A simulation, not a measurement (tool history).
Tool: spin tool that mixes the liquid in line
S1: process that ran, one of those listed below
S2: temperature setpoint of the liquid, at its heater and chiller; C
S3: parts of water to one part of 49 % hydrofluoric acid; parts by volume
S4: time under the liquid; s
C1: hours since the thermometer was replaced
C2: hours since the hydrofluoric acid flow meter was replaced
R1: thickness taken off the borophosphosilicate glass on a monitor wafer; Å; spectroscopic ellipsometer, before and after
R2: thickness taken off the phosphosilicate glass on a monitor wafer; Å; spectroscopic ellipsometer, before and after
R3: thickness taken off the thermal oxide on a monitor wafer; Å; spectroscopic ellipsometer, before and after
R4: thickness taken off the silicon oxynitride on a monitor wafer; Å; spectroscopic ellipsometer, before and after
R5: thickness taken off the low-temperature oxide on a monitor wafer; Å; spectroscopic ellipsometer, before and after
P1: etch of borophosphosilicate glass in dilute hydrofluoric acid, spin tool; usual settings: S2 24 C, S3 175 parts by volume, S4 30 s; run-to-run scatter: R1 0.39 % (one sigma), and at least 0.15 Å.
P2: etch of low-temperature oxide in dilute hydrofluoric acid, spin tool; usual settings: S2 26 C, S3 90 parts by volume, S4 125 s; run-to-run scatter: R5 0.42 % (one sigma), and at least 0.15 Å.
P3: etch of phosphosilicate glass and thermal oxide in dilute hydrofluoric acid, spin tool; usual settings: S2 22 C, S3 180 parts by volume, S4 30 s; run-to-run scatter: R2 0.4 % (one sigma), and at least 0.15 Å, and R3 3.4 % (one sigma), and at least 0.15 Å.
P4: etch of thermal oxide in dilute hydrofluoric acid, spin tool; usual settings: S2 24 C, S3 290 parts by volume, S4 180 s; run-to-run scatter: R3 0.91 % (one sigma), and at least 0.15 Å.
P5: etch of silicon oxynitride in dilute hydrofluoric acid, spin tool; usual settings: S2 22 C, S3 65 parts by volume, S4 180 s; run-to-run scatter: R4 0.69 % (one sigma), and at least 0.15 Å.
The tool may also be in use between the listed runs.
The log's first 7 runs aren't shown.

run	hour	S1	S2	S3	S4	C1	C2	R1	R2	R3	R4	R5
8	105	P5	17	65	180	530.6	1062.8				29.641	
9	119.8	P2	26	90	125	545.4	1077.6					376.37
10	137.8	P1	24	175	30	563.4	1095.6	78.097				
11	152.1	P4	24	290	355	577.7	1109.9			47.669		
12	160.6	P1	24	175	15	586.2	1118.4	38.394				
13	171.3	P5	22	65	85	596.9	1129.1				18.476	
14	185.8	P1	24	175	30	611.4	1143.6	77.417				
15	199.7	P1	19.5	45	30	625.3	1157.5	291.36				
16	210.1	P1	24	175	30	635.7	1167.9	77.78				
17	225.9	P3	17	180	30	651.5	1183.7		176.1	5.4297		
18	236.7	P4	29.5	290	180	662.3	1194.5			29.349		
19	245.8	P1	24	175	30	671.4	1203.6	78.281				
20	259.4	P2	26	90	45	685	1217.2					135.21
21	275.8	P1	24	270	30	701.4	1233.6	46.191				
22	290.4	P4	24	290	180	716	1248.2			24.186		
23	304.1	P3	22	180	30	729.7	1261.9		215.82	6.6519		
24	318.1	P2	26	90	125	743.7	1275.9					375.37
# hour 322.9: thermometer replaced
25	331.8	P3	22	300	30	9	1289.6		114.96	3.3961		
26	348	P4	24	90	180	25.2	1305.8			95.6		
27	359.1	P1	18	175	30	36.3	1316.9	61.355				
28	373.1	P1	24	175	50	50.3	1330.9	130.38				

Run 29 comes next. What will it give?
29	389.4	P3	22	180	30	66.6	1347.2		?	?		

Run 29 gave R2 214.54 Å, R3 6.3966 Å.

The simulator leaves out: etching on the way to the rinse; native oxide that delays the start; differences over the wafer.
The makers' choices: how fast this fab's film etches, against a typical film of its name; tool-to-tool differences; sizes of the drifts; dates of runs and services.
